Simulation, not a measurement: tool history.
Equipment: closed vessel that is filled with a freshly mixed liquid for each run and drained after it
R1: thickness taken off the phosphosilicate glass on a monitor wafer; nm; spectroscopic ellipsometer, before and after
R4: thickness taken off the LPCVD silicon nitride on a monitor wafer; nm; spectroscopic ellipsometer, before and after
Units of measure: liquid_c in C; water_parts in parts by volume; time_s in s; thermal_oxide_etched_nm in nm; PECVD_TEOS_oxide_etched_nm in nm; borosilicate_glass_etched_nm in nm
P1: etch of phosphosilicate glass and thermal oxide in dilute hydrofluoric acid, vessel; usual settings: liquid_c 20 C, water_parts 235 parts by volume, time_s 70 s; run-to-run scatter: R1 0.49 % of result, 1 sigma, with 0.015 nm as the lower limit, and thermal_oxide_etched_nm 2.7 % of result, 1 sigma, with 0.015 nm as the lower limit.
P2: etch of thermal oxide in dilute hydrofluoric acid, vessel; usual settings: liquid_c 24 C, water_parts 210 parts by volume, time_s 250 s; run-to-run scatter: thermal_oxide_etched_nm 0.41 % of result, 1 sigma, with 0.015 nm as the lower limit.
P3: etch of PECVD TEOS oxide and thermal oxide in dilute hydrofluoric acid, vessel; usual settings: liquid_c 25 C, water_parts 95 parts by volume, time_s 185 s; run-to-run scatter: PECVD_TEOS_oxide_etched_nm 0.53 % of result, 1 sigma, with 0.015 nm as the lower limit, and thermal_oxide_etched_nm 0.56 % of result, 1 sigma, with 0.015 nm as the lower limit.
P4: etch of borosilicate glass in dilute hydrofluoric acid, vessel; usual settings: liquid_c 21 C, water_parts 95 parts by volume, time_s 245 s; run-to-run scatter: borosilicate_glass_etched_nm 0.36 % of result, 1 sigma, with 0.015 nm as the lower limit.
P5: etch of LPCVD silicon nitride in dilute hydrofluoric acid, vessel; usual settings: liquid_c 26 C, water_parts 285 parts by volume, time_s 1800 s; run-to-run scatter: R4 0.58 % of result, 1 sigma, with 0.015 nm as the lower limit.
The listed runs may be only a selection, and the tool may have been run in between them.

run 1 hour=4.9 | process=P1 liquid_c=20 water_parts=235 time_s=70 | R1=31.775 thermal_oxide_etched_nm=1.0644
run 2 hour=15 | process=P1 liquid_c=20 water_parts=420 time_s=70 | R1=15.349 thermal_oxide_etched_nm=0.45962
run 3 hour=20.1 | process=P3 liquid_c=25 water_parts=95 time_s=30 | thermal_oxide_etched_nm=1.6088 PECVD_TEOS_oxide_etched_nm=4.1373
run 4 hour=28.8 | process=P1 liquid_c=20 water_parts=50 time_s=70 | R1=184.27 thermal_oxide_etched_nm=5.6098
run 5 hour=33.7 | process=P2 liquid_c=24 water_parts=375 time_s=250 | thermal_oxide_etched_nm=2.4259
run 6 hour=39.4 | process=P2 liquid_c=24 water_parts=210 time_s=30 | thermal_oxide_etched_nm=0.59495
run 7 hour=46.8 | process=P1 liquid_c=20 water_parts=235 time_s=70 | R1=32.03 thermal_oxide_etched_nm=0.97903
run 8 hour=52.4 | process=P1 liquid_c=20 water_parts=235 time_s=70 | R1=32.225 thermal_oxide_etched_nm=1.0127
run 9 hour=58.2 | process=P1 liquid_c=28 water_parts=235 time_s=70 | R1=42.939 thermal_oxide_etched_nm=1.3002
-- hour=62 hydrofluoric acid flow meter replaced
run 10 hour=65.9 | process=P3 liquid_c=25 water_parts=95 time_s=185 | thermal_oxide_etched_nm=9.9557 PECVD_TEOS_oxide_etched_nm=25.355
run 11 hour=75.2 | process=P3 liquid_c=25 water_parts=170 time_s=185 | thermal_oxide_etched_nm=5.1238 PECVD_TEOS_oxide_etched_nm=12.953
run 12 hour=85.3 | process=P5 liquid_c=26 water_parts=285 time_s=1800 | R4=3.7188
run 13 hour=92.1 | process=P5 liquid_c=32 water_parts=285 time_s=1800 | R4=5.3913
run 14 hour=100.5 | process=P4 liquid_c=21 water_parts=95 time_s=245 | borosilicate_glass_etched_nm=52.286
run 15 hour=105.5 | process=P5 liquid_c=26 water_parts=285 time_s=3145 | R4=6.5643
run 16 hour=113.6 | process=P1 liquid_c=17 water_parts=235 time_s=70 | R1=28.489 thermal_oxide_etched_nm=0.9073
run 17 hour=120.6 | process=P1 liquid_c=20 water_parts=235 time_s=35 | R1=16.112 thermal_oxide_etched_nm=0.49711
run 18 hour=127.2 | process=P1 liquid_c=17 water_parts=135 time_s=70 | R1=54.968 thermal_oxide_etched_nm=1.6412
run 19 hour=134.5 | process=P4 liquid_c=28.5 water_parts=95 time_s=245 | borosilicate_glass_etched_nm=70.706
run 20 hour=140.7 | process=P3 liquid_c=33.5 water_parts=95 time_s=185 | thermal_oxide_etched_nm=13.79 PECVD_TEOS_oxide_etched_nm=34.854
run 21 hour=148.6 | process=P4 liquid_c=21 water_parts=95 time_s=395 | borosilicate_glass_etched_nm=84.983
run 22 hour=156.6 | process=P4 liquid_c=21 water_parts=145 time_s=245 | borosilicate_glass_etched_nm=32.657
run 23 hour=165.8 | process=P5 liquid_c=26 water_parts=60 time_s=1800 | R4=17.652
run 24 hour=173.7 | process=P1 liquid_c=20 water_parts=235 time_s=70 | R1=32.123 thermal_oxide_etched_nm=0.95243
run 25 hour=182.8 | process=P2 liquid_c=24 water_parts=210 time_s=250 | thermal_oxide_etched_nm=5.0355
run 26 hour=192.2 | process=P1 liquid_c=20 water_parts=235 time_s=110 | R1=50.076 thermal_oxide_etched_nm=1.5975
run 27 hour=198.9 | process=P1 liquid_c=20 water_parts=235 time_s=70 | R1=32.302 thermal_oxide_etched_nm=0.97912
run 28 hour=209.1 | process=P2 liquid_c=32 water_parts=210 time_s=250 | thermal_oxide_etched_nm=6.7218
run 29 hour=216.8 | process=P1 liquid_c=20 water_parts=235 time_s=70 | R1=31.886 thermal_oxide_etched_nm=1.0329
run 30 hour=224.9 | process=P4 liquid_c=21 water_parts=95 time_s=245 | borosilicate_glass_etched_nm=52.407
run 31 hour=234.1 | process=P1 liquid_c=20 water_parts=235 time_s=70 | R1=31.995 thermal_oxide_etched_nm=1.0423
run 32 hour=243.3 | process=P3 liquid_c=25 water_parts=95 time_s=185 | thermal_oxide_etched_nm=9.9368 PECVD_TEOS_oxide_etched_nm=25.196
run 33 hour=250 | process=P1 liquid_c=20 water_parts=235 time_s=70 | R1=31.965 thermal_oxide_etched_nm=1.0242
run 34 hour=256.1 | process=P1 liquid_c=20 water_parts=235 time_s=70 | R1=30.736 thermal_oxide_etched_nm=0.93813
run 35 hour=264.4 | process=P1 liquid_c=20 water_parts=235 time_s=70 | R1=30.21 thermal_oxide_etched_nm=0.89474
run 36 hour=272.2 | process=P1 liquid_c=20 water_parts=235 time_s=70 | R1=29.904 thermal_oxide_etched_nm=0.95734
run 37 hour=278.3 | process=P1 liquid_c=20 water_parts=235 time_s=70 | R1=29.603 thermal_oxide_etched_nm=0.95536
run 38 hour=288.5 | process=P1 liquid_c=20 water_parts=235 time_s=70 | R1=29.625 thermal_oxide_etched_nm=0.97319
run 39 hour=295 | process=P1 liquid_c=20 water_parts=235 time_s=70 | R1=29.511 thermal_oxide_etched_nm=0.94851
run 40 hour=302 | process=P1 liquid_c=20 water_parts=235 time_s=70 | R1=29.224 thermal_oxide_etched_nm=0.89796

What P1 gives has crept away from where it was. These 2 causes fit the log equally well, each at the size given:
A: liquid colder than its thermometer reads (K) = 2.27
B: hydrofluoric acid flow below the setpoint (%) = 6.84
At approximately hour 250, the process output began to creep.

Each of the 4 check runs below uses one wafer; its results are left as question marks. Which run tells the causes apart?
run check 1 hour=309 | process=P3 liquid_c=33 water_parts=145 time_s=185 | thermal_oxide_etched_nm=? PECVD_TEOS_oxide_etched_nm=?
run check 2 hour=309 | process=P4 liquid_c=27.5 water_parts=95 time_s=245 | borosilicate_glass_etched_nm=?
run check 3 hour=309 | process=P2 liquid_c=24 water_parts=270 time_s=30 | thermal_oxide_etched_nm=?
run check 4 hour=309 | process=P5 liquid_c=31 water_parts=285 time_s=1800 | R4=?

What every check run would give for each of its results, assuming each possible cause in turn:
check=check_1 result=thermal_oxide_etched_nm if_A=7.5651 if_B=7.5243
check=check_1 result=PECVD_TEOS_oxide_etched_nm if_A=19.344 if_B=19.24
check=check_2 result=borosilicate_glass_etched_nm if_A=62.18 if_B=62.688
check=check_3 result=thermal_oxide_etched_nm if_A=0.4091 if_B=0.4054
check=check_4 result=R4 if_A=4.4002 if_B=4.6631
Smallest distance between any two causes, each pair judged by its most separating result, in per cent: check 1 0.54 %; check 2 0.81 %; check 3 0.91 %; check 4 5.8 %
The other checks would show nearly matching results whichever cause is true, so check 4 is the only one that separates the causes.

With check 4 done, the readings were: R4 4.6515 nm. Identify which of the listed causes applies.

It was cause B: hydrofluoric acid flow below the setpoint (%).

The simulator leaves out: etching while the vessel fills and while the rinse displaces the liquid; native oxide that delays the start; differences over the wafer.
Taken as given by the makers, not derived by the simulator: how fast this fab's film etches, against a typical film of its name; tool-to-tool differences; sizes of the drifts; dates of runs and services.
